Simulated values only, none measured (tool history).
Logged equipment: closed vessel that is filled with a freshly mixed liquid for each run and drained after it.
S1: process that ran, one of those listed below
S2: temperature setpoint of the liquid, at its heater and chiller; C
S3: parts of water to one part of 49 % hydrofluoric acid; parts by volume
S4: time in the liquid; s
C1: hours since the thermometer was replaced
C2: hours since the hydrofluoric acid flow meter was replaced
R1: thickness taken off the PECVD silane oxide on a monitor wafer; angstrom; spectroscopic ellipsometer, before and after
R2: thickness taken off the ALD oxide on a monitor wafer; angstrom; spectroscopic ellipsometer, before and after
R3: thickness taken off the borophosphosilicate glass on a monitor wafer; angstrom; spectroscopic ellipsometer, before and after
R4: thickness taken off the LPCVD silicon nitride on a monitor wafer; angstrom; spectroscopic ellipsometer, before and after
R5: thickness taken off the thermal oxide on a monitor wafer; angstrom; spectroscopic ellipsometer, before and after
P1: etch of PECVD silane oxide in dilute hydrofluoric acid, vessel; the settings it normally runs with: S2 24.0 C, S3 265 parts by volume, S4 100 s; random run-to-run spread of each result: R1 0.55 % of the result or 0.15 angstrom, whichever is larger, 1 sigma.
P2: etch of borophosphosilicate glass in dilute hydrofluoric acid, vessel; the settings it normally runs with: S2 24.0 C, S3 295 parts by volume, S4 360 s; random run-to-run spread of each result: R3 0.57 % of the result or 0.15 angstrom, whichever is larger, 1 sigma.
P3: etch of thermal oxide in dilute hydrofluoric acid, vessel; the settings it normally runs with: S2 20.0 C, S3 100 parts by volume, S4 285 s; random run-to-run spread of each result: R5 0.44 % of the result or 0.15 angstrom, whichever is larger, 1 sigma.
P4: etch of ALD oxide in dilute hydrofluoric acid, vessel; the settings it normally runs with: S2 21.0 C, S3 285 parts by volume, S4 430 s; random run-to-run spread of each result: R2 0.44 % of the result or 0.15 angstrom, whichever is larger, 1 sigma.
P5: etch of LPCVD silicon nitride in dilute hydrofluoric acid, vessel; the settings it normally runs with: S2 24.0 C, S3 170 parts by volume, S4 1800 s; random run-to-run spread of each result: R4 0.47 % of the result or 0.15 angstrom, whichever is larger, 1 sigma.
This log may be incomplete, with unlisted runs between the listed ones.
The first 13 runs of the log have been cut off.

run	hour	S1	S2	S3	S4	C1	C2	R1	R2	R3	R4	R5
14	173.6	P4	21.0	285	430	46.0	1941.1		111.890			
15	189.0	P1	24.0	265	100	61.4	1956.5	112.180				
16	200.6	P1	28.5	265	100	73.0	1968.1	131.740				
17	216.2	P1	24.0	265	100	88.6	1983.7	113.770				
18	227.1	P5	24.0	170	85	99.5	1994.6				2.2746	
19	235.4	P1	24.0	265	100	107.8	2002.9	113.660				
20	247.6	P1	24.0	265	180	120.0	2015.1	202.410				
21	262.0	P4	21.0	285	430	134.4	2029.5		111.770			
# hour 275.0: hydrofluoric acid flow meter replaced
22	277.1	P5	24.0	55	1800	149.5	2.1				152.5100	
23	290.1	P1	24.0	265	100	162.5	15.1	112.880				
24	301.1	P5	24.0	170	1800	173.5	26.1				49.9000	
25	308.7	P2	24.0	150	360	181.1	33.7			1112.50		

Run 26, settings as shown, results not yet in. Your forecast:
26	316.8	P3	20.0	155	285	189.2	41.8					?

For run 26 the tool returned R5 71.173 angstrom.
